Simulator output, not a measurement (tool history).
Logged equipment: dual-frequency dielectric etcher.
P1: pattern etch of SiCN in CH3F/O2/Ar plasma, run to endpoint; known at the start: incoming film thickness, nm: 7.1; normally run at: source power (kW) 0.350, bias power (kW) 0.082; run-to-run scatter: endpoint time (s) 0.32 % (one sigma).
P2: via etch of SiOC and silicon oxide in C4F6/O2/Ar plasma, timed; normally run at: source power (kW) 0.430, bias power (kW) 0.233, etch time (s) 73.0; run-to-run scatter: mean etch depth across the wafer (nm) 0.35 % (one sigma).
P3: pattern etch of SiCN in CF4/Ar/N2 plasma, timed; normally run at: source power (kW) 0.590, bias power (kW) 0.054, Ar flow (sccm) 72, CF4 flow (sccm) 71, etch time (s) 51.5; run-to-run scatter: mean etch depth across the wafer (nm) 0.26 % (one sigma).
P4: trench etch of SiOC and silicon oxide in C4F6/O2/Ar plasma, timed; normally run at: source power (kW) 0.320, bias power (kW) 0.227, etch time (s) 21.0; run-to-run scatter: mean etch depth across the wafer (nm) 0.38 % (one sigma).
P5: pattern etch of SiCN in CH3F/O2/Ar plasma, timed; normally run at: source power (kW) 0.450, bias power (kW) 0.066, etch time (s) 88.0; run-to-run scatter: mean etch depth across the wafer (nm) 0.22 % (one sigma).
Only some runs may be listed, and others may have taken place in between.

run	hour	process that ran	source power (kW)	bias power (kW)	Ar flow (sccm)	CF4 flow (sccm)	etch time (s)	hours since the last wet clean	hours since the last source power generator calibration	hours since the last bias power generator calibration	endpoint time (s)	mean etch depth across the wafer (nm)
1	11.1	P1	0.350	0.082				187.4	2571.7	1243.5	18.906	
2	21.1	P3	0.590	0.054	72	48	51.5	197.4	2581.7	1253.5		48.574
3	30.9	P1	0.350	0.082				207.2	2591.5	1263.3	18.938	
4	42.8	P3	0.830	0.054	72	71	51.5	219.1	2603.4	1275.2		70.238
5	51.5	P4	0.320	0.142			21.0	227.8	2612.1	1283.9		35.264
6	59.3	P2	0.430	0.233			45.0	235.6	2619.9	1291.7		55.249
7	67.2	P3	0.590	0.054	72	71	30.5	243.5	2627.8	1299.6		30.615
8	73.9	P1	0.350	0.082				250.2	2634.5	1306.3	18.826	
# hour 83.2: source power generator calibrated
9	86.1	P5	0.450	0.066			88.0	262.4	3.0	1318.5		31.901
10	97.7	P3	0.590	0.054	72	71	51.5	274.0	14.6	1330.1		51.823
11	105.9	P1	0.350	0.082				282.2	22.8	1338.3	18.871	
12	117.7	P5	0.340	0.066			88.0	294.0	34.6	1350.1		28.795
13	126.1	P4	0.320	0.227			29.0	302.4	43.0	1358.5		57.072
14	132.4	P5	0.450	0.045			88.0	308.7	49.3	1364.8		28.140
15	140.7	P2	0.430	0.233			73.0	317.0	57.6	1373.1		88.927
16	147.7	P1	0.350	0.082				324.0	64.6	1380.1	18.811	
17	160.6	P1	0.240	0.098				336.9	77.5	1393.0	20.288	
18	173.2	P1	0.350	0.110				349.5	90.1	1405.6	16.897	
19	183.4	P2	0.530	0.233			73.0	359.7	100.3	1415.8		96.769
20	193.9	P4	0.450	0.227			21.0	370.2	110.8	1426.3		46.833
21	201.5	P3	0.590	0.054	72	71	51.5	377.8	118.4	1433.9		51.690
22	213.0	P5	0.450	0.066			112.5	389.3	129.9	1445.4		40.785
23	222.0	P2	0.430	0.290			73.0	398.3	138.9	1454.4		96.804
24	234.2	P3	0.590	0.054	51	71	51.5	410.5	151.1	1466.6		54.260
25	247.0	P1	0.350	0.066				423.3	163.9	1479.4	20.369	
26	259.7	P1	0.420	0.082				436.0	176.6	1492.1	17.498	
27	272.3	P4	0.320	0.227			21.0	448.6	189.2	1504.7		40.958
28	280.5	P5	0.450	0.066			88.0	456.8	197.4	1512.9		31.850
29	292.2	P4	0.320	0.227			21.0	468.5	209.1	1524.6		41.043
30	305.1	P1	0.350	0.082				481.4	222.0	1537.5	18.895	
31	317.5	P1	0.230	0.082				493.8	234.4	1549.9	22.068	
32	326.4	P3	0.590	0.065	72	71	51.5	502.7	243.3	1558.8		54.785
33	335.9	P1	0.350	0.082				512.2	252.8	1568.3	18.931	
34	345.7	P1	0.350	0.082				522.0	262.6	1578.1	18.834	
35	358.6	P1	0.350	0.082				534.9	275.5	1591.0	18.569	
36	371.0	P1	0.350	0.082				547.3	287.9	1603.4	18.502	
37	381.3	P1	0.350	0.082				557.6	298.2	1613.7	18.508	
# hour 390.2: wet clean of the chamber
38	392.3	P1	0.350	0.082				2.1	309.2	1624.7	18.600	
39	399.9	P1	0.350	0.082				9.7	316.8	1632.3	18.512	
40	411.3	P1	0.350	0.082				21.1	328.2	1643.7	18.557	
41	420.5	P1	0.350	0.082				30.3	337.4	1652.9	18.514	

Compared with where it was, what P1 gives has crept away. Each cause listed below fits the log as well as the rest, at the size given for it:
A: source power that arrives over what is set, % = 4.78
B: bias power that arrives over what is set, % = 4.83
Creep in the process output first set in at about hour 335.9.
What rules out each remaining cause:
chamber walls in a state that raises the etch rate, %: maintenance at hour 390.2, after the shift began, did not return the process to its former output

Of the 4 check runs listed below, each run on one wafer and each result written as a question mark, which would let you distinguish the listed causes because they would give clearly different results?
check 1	429.7	P4	0.320	0.227			21.0					?
check 2	429.7	P2	0.430	0.233			73.0					?
check 3	429.7	P5	0.450	0.066			88.0					?
check 4	429.7	P3	0.590	0.054	72	71	51.5					?

What each check would give under each cause:
check	result	if A	if B
check 1	mean etch depth across the wafer (nm)	41.794	41.716
check 2	mean etch depth across the wafer (nm)	91.282	91.110
check 3	mean etch depth across the wafer (nm)	32.476	32.430
check 4	mean etch depth across the wafer (nm)	53.927	52.465
Per check, the gap between the least separated pair of causes, taken in the result that splits them most: check 1 0.19 %; check 2 0.19 %; check 3 0.14 %; check 4 2.75 %
Only check 4 tells the causes apart: in the others they would give nearly the same result.

Check 4 has now been run. It gave: mean etch depth across the wafer (nm) 52.389. Which of the candidate causes is it?

The correct cause is B, namely: bias power that arrives over what is set, %.
